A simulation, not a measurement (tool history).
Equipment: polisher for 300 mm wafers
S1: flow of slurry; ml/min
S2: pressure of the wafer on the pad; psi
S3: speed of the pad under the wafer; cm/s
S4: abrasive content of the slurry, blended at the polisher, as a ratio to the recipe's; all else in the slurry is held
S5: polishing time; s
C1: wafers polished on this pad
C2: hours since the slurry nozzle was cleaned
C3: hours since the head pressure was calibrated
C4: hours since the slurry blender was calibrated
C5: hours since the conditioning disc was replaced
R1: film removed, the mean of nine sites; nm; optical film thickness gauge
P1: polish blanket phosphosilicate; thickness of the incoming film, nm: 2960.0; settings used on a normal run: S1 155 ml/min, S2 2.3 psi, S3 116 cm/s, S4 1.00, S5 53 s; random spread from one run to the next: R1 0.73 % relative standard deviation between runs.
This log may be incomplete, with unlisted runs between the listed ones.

run	hour	S1	S2	S3	S4	S5	C1	C2	C3	C4	C5	R1
1	8.8	155	2.3	116	1.00	53	489	260.8	479.6	39.6	207.5	379.20
2	19.7	155	3.1	154	1.00	53	614	271.7	490.5	50.5	218.4	639.24
3	33.1	155	2.3	116	1.00	53	768	285.1	503.9	63.9	231.8	384.53
4	49.8	225	2.3	116	1.00	53	959	301.8	520.6	80.6	248.5	407.38
5	61.5	155	2.3	116	1.00	70	1093	313.5	532.3	92.3	260.2	503.13
6	75.4	155	2.3	116	1.45	53	1252	327.4	546.2	106.2	274.1	436.40
7	91.3	155	1.7	116	1.00	53	1434	343.3	562.1	122.1	290.0	277.27
8	107.7	155	2.3	116	1.00	53	1622	359.7	578.5	138.5	306.4	374.69
9	118.2	155	2.3	116	1.00	53	1742	370.2	589.0	149.0	316.9	381.09
10	133.3	155	2.3	58	0.65	53	1915	385.3	604.1	164.1	332.0	174.80
11	145.6	95	2.3	116	1.00	53	2055	397.6	616.4	176.4	344.3	348.46
12	158.9	155	3.5	116	1.00	53	2208	410.9	629.7	189.7	357.6	574.90
13	167.5	155	2.3	52	1.00	53	2306	419.5	638.3	198.3	366.2	199.65
14	177.3	155	2.3	116	1.00	34	2418	429.3	648.1	208.1	376.0	242.68
15	188.5	155	2.3	116	0.55	53	2547	440.5	659.3	219.3	387.2	275.47
16	204.2	155	2.3	116	1.00	53	2726	456.2	675.0	235.0	402.9	381.24
17	215.7	155	2.3	172	1.00	53	2858	467.7	686.5	246.5	414.4	523.22
18	228.1	155	2.3	116	1.00	53	3000	480.1	698.9	258.9	426.8	378.62
19	244.3	155	2.3	116	1.00	53	3185	496.3	715.1	275.1	443.0	370.02
20	258.8	155	2.3	116	1.00	53	3351	510.8	729.6	289.6	457.5	352.04
21	275.9	155	2.3	116	1.00	53	3547	527.9	746.7	306.7	474.6	351.08
# hour 276.6: worn pad replaced by a new one
22	284.9	155	2.3	116	1.00	53	95	536.9	755.7	315.7	483.6	347.53
# hour 293.3: slurry blender recalibrated
23	297.9	155	2.3	116	1.00	53	244	549.9	768.7	4.6	496.6	348.55
# hour 301.8: conditioning disc replaced and pad reconditioned
24	307.8	155	2.3	116	1.00	53	357	559.8	778.6	14.5	6.0	345.46

For run 25, what comes out?
25	321.2	155	2.3	116	1.00	53	511	573.2	792.0	27.9	19.4	?

Run 25 measured R1 340.85 nm.

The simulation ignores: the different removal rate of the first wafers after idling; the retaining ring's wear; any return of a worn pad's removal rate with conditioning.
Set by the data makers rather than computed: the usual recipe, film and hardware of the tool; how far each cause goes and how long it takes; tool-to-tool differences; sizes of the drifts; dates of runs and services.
